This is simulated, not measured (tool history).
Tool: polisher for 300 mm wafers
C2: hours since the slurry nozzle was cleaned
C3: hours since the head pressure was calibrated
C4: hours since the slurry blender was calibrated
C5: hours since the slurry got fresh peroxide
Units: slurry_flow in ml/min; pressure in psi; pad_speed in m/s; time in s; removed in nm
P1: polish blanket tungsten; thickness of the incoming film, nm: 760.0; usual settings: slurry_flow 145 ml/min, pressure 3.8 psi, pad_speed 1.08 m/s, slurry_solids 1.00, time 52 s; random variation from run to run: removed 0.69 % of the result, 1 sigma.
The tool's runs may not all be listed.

{"run": 1, "hour": 13.2, "slurry_flow": 145, "pressure": 3.8, "pad_speed": 1.08, "slurry_solids": 1.0, "time": 52, "wafers polished on this pad": 680, "C2": 246.2, "C3": 197.9, "C4": 87.5, "C5": 29.4, "removed": 277.86}
{"run": 2, "hour": 26.0, "slurry_flow": 145, "pressure": 3.8, "pad_speed": 1.08, "slurry_solids": 1.45, "time": 52, "wafers polished on this pad": 817, "C2": 259.0, "C3": 210.7, "C4": 100.3, "C5": 42.2, "removed": 312.5}
{"run": 3, "hour": 34.7, "slurry_flow": 145, "pressure": 3.8, "pad_speed": 1.08, "slurry_solids": 1.0, "time": 52, "wafers polished on this pad": 909, "C2": 267.7, "C3": 219.4, "C4": 109.0, "C5": 50.9, "removed": 280.15}
{"run": 4, "hour": 48.1, "slurry_flow": 145, "pressure": 1.7, "pad_speed": 1.08, "slurry_solids": 1.0, "time": 52, "wafers polished on this pad": 1052, "C2": 281.1, "C3": 232.8, "C4": 122.4, "C5": 64.3, "removed": 127.1}
{"run": 5, "hour": 56.1, "slurry_flow": 145, "pressure": 3.8, "pad_speed": 1.08, "slurry_solids": 0.75, "time": 52, "wafers polished on this pad": 1137, "C2": 289.1, "C3": 240.8, "C4": 130.4, "C5": 72.3, "removed": 268.74}
{"run": 6, "hour": 64.7, "slurry_flow": 145, "pressure": 3.8, "pad_speed": 1.08, "slurry_solids": 1.0, "time": 27, "wafers polished on this pad": 1229, "C2": 297.7, "C3": 249.4, "C4": 139.0, "C5": 80.9, "removed": 145.64}
{"run": 7, "hour": 76.5, "slurry_flow": 145, "pressure": 3.8, "pad_speed": 1.08, "slurry_solids": 1.0, "time": 52, "wafers polished on this pad": 1355, "C2": 309.5, "C3": 261.2, "C4": 150.8, "C5": 92.7, "removed": 281.83}
{"run": 8, "hour": 91.1, "slurry_flow": 145, "pressure": 3.8, "pad_speed": 1.08, "slurry_solids": 1.0, "time": 52, "wafers polished on this pad": 1510, "C2": 324.1, "C3": 275.8, "C4": 165.4, "C5": 107.3, "removed": 283.5}
{"run": 9, "hour": 106.2, "slurry_flow": 85, "pressure": 3.8, "pad_speed": 1.6, "slurry_solids": 1.0, "time": 52, "wafers polished on this pad": 1671, "C2": 339.2, "C3": 290.9, "C4": 180.5, "C5": 122.4, "removed": 367.99}
{"run": 10, "hour": 118.1, "slurry_flow": 145, "pressure": 5.3, "pad_speed": 1.08, "slurry_solids": 1.0, "time": 52, "wafers polished on this pad": 1798, "C2": 351.1, "C3": 302.8, "C4": 192.4, "C5": 134.3, "removed": 389.79}
{"run": 11, "hour": 128.7, "slurry_flow": 145, "pressure": 5.3, "pad_speed": 1.08, "slurry_solids": 1.0, "time": 69, "wafers polished on this pad": 1911, "C2": 361.7, "C3": 313.4, "C4": 203.0, "C5": 144.9, "removed": 522.28}
{"run": 12, "hour": 136.2, "slurry_flow": 105, "pressure": 3.8, "pad_speed": 1.08, "slurry_solids": 1.0, "time": 52, "wafers polished on this pad": 1991, "C2": 369.2, "C3": 320.9, "C4": 210.5, "C5": 152.4, "removed": 262.47}
{"run": 13, "hour": 153.2, "slurry_flow": 220, "pressure": 3.8, "pad_speed": 1.08, "slurry_solids": 1.0, "time": 52, "wafers polished on this pad": 2172, "C2": 386.2, "C3": 337.9, "C4": 227.5, "C5": 169.4, "removed": 298.72}
{"run": 14, "hour": 163.6, "slurry_flow": 145, "pressure": 3.8, "pad_speed": 1.08, "slurry_solids": 1.0, "time": 52, "wafers polished on this pad": 2283, "C2": 396.6, "C3": 348.3, "C4": 237.9, "C5": 179.8, "removed": 282.56}
{"run": 15, "hour": 178.3, "slurry_flow": 145, "pressure": 3.8, "pad_speed": 1.08, "slurry_solids": 1.0, "time": 78, "wafers polished on this pad": 2440, "C2": 411.3, "C3": 363.0, "C4": 252.6, "C5": 194.5, "removed": 419.28}
{"run": 16, "hour": 190.3, "slurry_flow": 145, "pressure": 3.8, "pad_speed": 1.08, "slurry_solids": 1.0, "time": 52, "wafers polished on this pad": 2568, "C2": 423.3, "C3": 375.0, "C4": 264.6, "C5": 206.5, "removed": 283.29}
{"run": 17, "hour": 198.1, "slurry_flow": 145, "pressure": 3.8, "pad_speed": 0.68, "slurry_solids": 1.0, "time": 52, "wafers polished on this pad": 2651, "C2": 431.1, "C3": 382.8, "C4": 272.4, "C5": 214.3, "removed": 178.94}
{"hour": 211.1, "done": "slurry blender recalibrated"}
{"run": 18, "hour": 212.5, "slurry_flow": 145, "pressure": 3.8, "pad_speed": 1.7, "slurry_solids": 1.0, "time": 52, "wafers polished on this pad": 2804, "C2": 445.5, "C3": 397.2, "C4": 1.4, "C5": 228.7, "removed": 444.03}
{"run": 19, "hour": 226.6, "slurry_flow": 145, "pressure": 3.8, "pad_speed": 1.08, "slurry_solids": 1.0, "time": 52, "wafers polished on this pad": 2955, "C2": 459.6, "C3": 411.3, "C4": 15.5, "C5": 242.8, "removed": 280.14}
{"run": 20, "hour": 241.2, "slurry_flow": 145, "pressure": 3.8, "pad_speed": 1.08, "slurry_solids": 1.0, "time": 52, "wafers polished on this pad": 3110, "C2": 474.2, "C3": 425.9, "C4": 30.1, "C5": 257.4, "removed": 279.25}
{"run": 21, "hour": 257.8, "slurry_flow": 145, "pressure": 3.8, "pad_speed": 1.08, "slurry_solids": 1.0, "time": 52, "wafers polished on this pad": 3287, "C2": 490.8, "C3": 442.5, "C4": 46.7, "C5": 274.0, "removed": 264.08}
{"run": 22, "hour": 267.2, "slurry_flow": 145, "pressure": 3.8, "pad_speed": 1.08, "slurry_solids": 1.0, "time": 52, "wafers polished on this pad": 3387, "C2": 500.2, "C3": 451.9, "C4": 56.1, "C5": 283.4, "removed": 263.51}
{"run": 23, "hour": 283.9, "slurry_flow": 145, "pressure": 3.8, "pad_speed": 1.08, "slurry_solids": 1.0, "time": 52, "wafers polished on this pad": 3565, "C2": 516.9, "C3": 468.6, "C4": 72.8, "C5": 300.1, "removed": 255.2}
{"hour": 298.6, "done": "worn pad replaced by a new one"}
{"run": 24, "hour": 299.6, "slurry_flow": 145, "pressure": 3.8, "pad_speed": 1.08, "slurry_solids": 1.0, "time": 52, "wafers polished on this pad": 10, "C2": 532.6, "C3": 484.3, "C4": 88.5, "C5": 315.8, "removed": 251.91}
{"hour": 302.0, "done": "slurry tank refilled with fresh slurry and peroxide"}
{"hour": 307.5, "done": "slurry blender recalibrated"}
{"run": 25, "hour": 315.2, "slurry_flow": 145, "pressure": 3.8, "pad_speed": 1.08, "slurry_solids": 1.0, "time": 52, "wafers polished on this pad": 177, "C2": 548.2, "C3": 499.9, "C4": 7.8, "C5": 13.2, "removed": 251.89}
{"run": 26, "hour": 326.7, "slurry_flow": 145, "pressure": 3.8, "pad_speed": 1.08, "slurry_solids": 1.0, "time": 52, "wafers polished on this pad": 299, "C2": 559.7, "C3": 511.4, "C4": 19.3, "C5": 24.7, "removed": 253.04}
{"run": 27, "hour": 337.7, "slurry_flow": 145, "pressure": 3.8, "pad_speed": 1.08, "slurry_solids": 1.0, "time": 52, "wafers polished on this pad": 416, "C2": 570.7, "C3": 522.4, "C4": 30.3, "C5": 35.7, "removed": 251.53}

What P1 gives has crept away from where it was. These 2 causes fit the log equally well, each at the size given:
A: head's pressure below its setpoint, % = 10.9
B: slurry flow missing at the pad, % = 40
The creep began at about hour 241.2.
Why every other cause is out:
removal rate lost through wear of the pad, %: serviced at hour 298.6, which brought nothing back
abrasive missing from the slurry, %: serviced at hour 307.5, which brought nothing back
peroxide lost from the slurry, %: serviced at hour 302.0, which brought nothing back

4 check runs are offered, each on 3 wafers whose results are averaged, their results left as question marks. Which one tells the causes apart?
{"run": "check 1", "hour": 348.7, "slurry_flow": 145, "pressure": 3.8, "pad_speed": 1.66, "slurry_solids": 1.45, "time": 52, "removed": "?"}
{"run": "check 2", "hour": 348.7, "slurry_flow": 200, "pressure": 3.8, "pad_speed": 1.08, "slurry_solids": 1.0, "time": 27, "removed": "?"}
{"run": "check 3", "hour": 348.7, "slurry_flow": 145, "pressure": 1.8, "pad_speed": 1.08, "slurry_solids": 1.35, "time": 52, "removed": "?"}
{"run": "check 4", "hour": 348.7, "slurry_flow": 145, "pressure": 1.8, "pad_speed": 1.08, "slurry_solids": 1.45, "time": 52, "removed": "?"}

What each check would give under each cause:
check=check_1 result=removed if_A=421.95 if_B=421.97
check=check_2 result=removed if_A=136.94 if_B=141.02
check=check_3 result=removed if_A=127.79 if_B=127.79
check=check_4 result=removed if_A=130.04 if_B=130.04
How far apart the two closest causes lie, in the result that separates them most: check 1 0 %; check 2 2.93 %; check 3 0 %; check 4 0 %
Only check 2 tells the causes apart: in the others they would give nearly the same result.

Then check 2 was run and gave: removed 137.46 nm. Which cause is it?

It is A: head's pressure below its setpoint, %.

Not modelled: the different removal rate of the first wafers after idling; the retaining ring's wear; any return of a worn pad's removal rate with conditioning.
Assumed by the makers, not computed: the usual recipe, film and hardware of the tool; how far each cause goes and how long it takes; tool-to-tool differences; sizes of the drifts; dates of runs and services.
